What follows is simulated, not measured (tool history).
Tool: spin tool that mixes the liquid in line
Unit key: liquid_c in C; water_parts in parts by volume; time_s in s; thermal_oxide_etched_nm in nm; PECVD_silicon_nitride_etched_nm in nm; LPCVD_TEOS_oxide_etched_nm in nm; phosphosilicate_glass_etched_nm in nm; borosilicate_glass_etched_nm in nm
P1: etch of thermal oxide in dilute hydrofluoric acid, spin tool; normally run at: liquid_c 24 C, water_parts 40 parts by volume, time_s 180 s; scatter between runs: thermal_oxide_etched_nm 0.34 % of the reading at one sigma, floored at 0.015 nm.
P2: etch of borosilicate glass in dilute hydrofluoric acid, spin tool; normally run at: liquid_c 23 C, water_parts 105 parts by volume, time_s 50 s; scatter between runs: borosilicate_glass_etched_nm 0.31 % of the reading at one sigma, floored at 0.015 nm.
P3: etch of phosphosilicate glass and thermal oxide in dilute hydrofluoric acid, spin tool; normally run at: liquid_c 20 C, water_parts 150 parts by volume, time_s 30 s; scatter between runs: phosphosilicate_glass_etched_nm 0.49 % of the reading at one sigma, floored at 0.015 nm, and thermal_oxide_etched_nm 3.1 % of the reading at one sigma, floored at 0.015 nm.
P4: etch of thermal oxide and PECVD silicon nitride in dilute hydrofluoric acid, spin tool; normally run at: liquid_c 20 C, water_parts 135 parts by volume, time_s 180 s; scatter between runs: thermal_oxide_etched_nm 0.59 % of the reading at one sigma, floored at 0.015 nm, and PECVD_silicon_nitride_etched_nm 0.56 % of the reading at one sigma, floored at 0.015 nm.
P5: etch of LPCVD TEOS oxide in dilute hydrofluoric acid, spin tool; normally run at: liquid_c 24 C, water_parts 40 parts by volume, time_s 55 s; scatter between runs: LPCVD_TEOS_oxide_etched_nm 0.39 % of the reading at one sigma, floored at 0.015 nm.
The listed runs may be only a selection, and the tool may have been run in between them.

run     day  process  liquid_c  water_parts  time_s  hours since the thermometer was replaced  hours since the hydrofluoric acid flow meter was replaced  thermal_oxide_etched_nm  PECVD_silicon_nitride_etched_nm  LPCVD_TEOS_oxide_etched_nm  phosphosilicate_glass_etched_nm  borosilicate_glass_etched_nm
  1   0.525       P1        24           40     180                                     554.8                                                     1118.2                   23.678
  2   0.883       P4        20          225     180                                     563.4                                                     1126.8                   2.7837                           2.4013
  3   1.192       P1        24           70     180                                     570.8                                                     1134.2                   12.944
  4   1.738       P5        24           20      55                                     583.9                                                     1147.3                                                                                103.46
  5   2.054       P4        20          135     180                                     591.5                                                     1154.9                   4.9876                           3.9921
  6   2.671       P1        17           25     180                                     606.3                                                     1169.7                   28.446
  7   3.192       P4        24          135     180                                     618.8                                                     1182.2                   5.8607                           5.1643
      3.317  -- thermometer replaced
  8     3.5       P3        20          150      30                                       4.5                                                     1189.6                  0.74444                                                                                        14.779
  9   4.079       P2        23          105      50                                      18.4                                                     1203.5                                                                                                                                               15.895
 10   4.658       P1        24           40     180                                      32.3                                                     1217.4                   23.638
 11   4.958       P4        20          135     180                                      39.5                                                     1224.6                    5.063                           3.9193
 12   5.246       P1        24           40     180                                      46.4                                                     1231.5                   23.754
 13   5.554       P5        24           40      55                                      53.8                                                     1238.9                                                                                50.316
 14   6.162       P5        24           40     100                                      68.4                                                     1253.5                                                                                91.925
 15   6.467       P4        20          135     340                                      75.7                                                     1260.8                   9.5574                            7.399
 16     6.9       P1        24           40     180                                      86.1                                                     1271.2                   23.713
 17   7.229       P2        23           25      50                                        94                                                     1279.1                                                                                                                                               74.529
 18   7.704       P3        20          150      60                                     105.4                                                     1290.5                   1.4578                                                                                        29.436
 19   8.262       P2        23          105      50                                     118.8                                                     1303.9                                                                                                                                               15.986
 20   8.838       P3        17          150      30                                     132.6                                                     1317.7                  0.62515                                                                                        13.082
 21   9.429       P1        24           40      20                                     146.8                                                     1331.9                   2.6432
 22   9.883       P1        24           40     280                                     157.7                                                     1342.8                   36.966
 23  10.338       P5        17           40      55                                     168.6                                                     1353.7                                                                                37.375
 24  10.808       P1      20.5           40     180                                     179.9                                                       1365                   20.401
 25  11.217       P5        24           40      55                                     189.7                                                     1374.8                                                                                50.439
 26  11.708       P2        23          105      15                                     201.5                                                     1386.6                                                                                                                                               4.8485
 27  12.262       P1        24           20     180                                     214.8                                                     1399.9                   48.672
 28    12.6       P1        24           40     180                                     222.9                                                       1408                   23.647
 29    13.2       P1      28.5           40      90                                     237.3                                                     1422.4                   14.258
 30  13.604       P2        29          105      50                                       247                                                     1432.1                                                                                                                                               20.193
 31  14.158       P1        32           40     180                                     260.3                                                     1445.4                   32.504
 32  14.442       P1        24           40     180                                     267.1                                                     1452.2                   23.614
 33  14.821       P3        20          235      30                                     276.2                                                     1461.3                   0.4571                                                                                        8.6395
 34  15.096       P1        24           40     180                                     282.8                                                     1467.9                   23.576
 35  15.575       P1        24           40     180                                     294.3                                                     1479.4                   24.363
 36  16.192       P1        24           40     180                                     309.1                                                     1494.2                   24.801
 37  16.796       P1        24           40     180                                     323.6                                                     1508.7                   25.115
 38  17.229       P1        24           40     180                                       334                                                     1519.1                   25.001
 39  17.654       P1        24           40     180                                     344.2                                                     1529.3                   25.076
 40  18.175       P1        24           40     180                                     356.7                                                     1541.8                    24.97

What P1 gives has crept away from where it was. These 2 causes fit the log equally well, each at the size given:
A: liquid hotter than its thermometer reads (K) = 1.46
B: hydrofluoric acid flow above the setpoint (%) = 5.86
At approximately day 15.096, the process output began to creep.

Consider the 4 check runs below, whose results appear as question marks and each of which averages 2 wafers. Which one distinguishes the causes, in that each cause would give it a clearly different result?
check 1  18.696       P2        23           75      50                                                                                                                                                                                                                                                         ?
check 2  18.696       P3        17          150      30                                                                                                                             ?                                                                                             ?
check 3  18.696       P5        24           20      55                                                                                                                                                                                          ?
check 4  18.696       P4      23.5          205     180                                                                                                                             ?                                ?

What every check run would give for each of its results, assuming each possible cause in turn:
  check                           result     if A     if B
check 1     borosilicate_glass_etched_nm   24.702   24.778
check 2          thermal_oxide_etched_nm  0.70389  0.70783
check 2  phosphosilicate_glass_etched_nm   13.866   13.944
check 3       LPCVD_TEOS_oxide_etched_nm   110.05   109.75
check 4          thermal_oxide_etched_nm   3.7096   3.7671
check 4  PECVD_silicon_nitride_etched_nm   3.6149   3.4881
Smallest distance between any two causes, each pair judged by its most separating result, in per cent: check 1 0.31 %; check 2 0.56 %; check 3 0.27 %; check 4 3.57 %
The other checks would show nearly matching results whichever cause is true, so check 4 is the only one that separates the causes.

Check 4 was carried out, with these results: thermal_oxide_etched_nm 3.7656 nm; PECVD_silicon_nitride_etched_nm 3.4768 nm. Which of the listed causes is responsible?

Of the candidate causes, it is B: hydrofluoric acid flow above the setpoint (%).
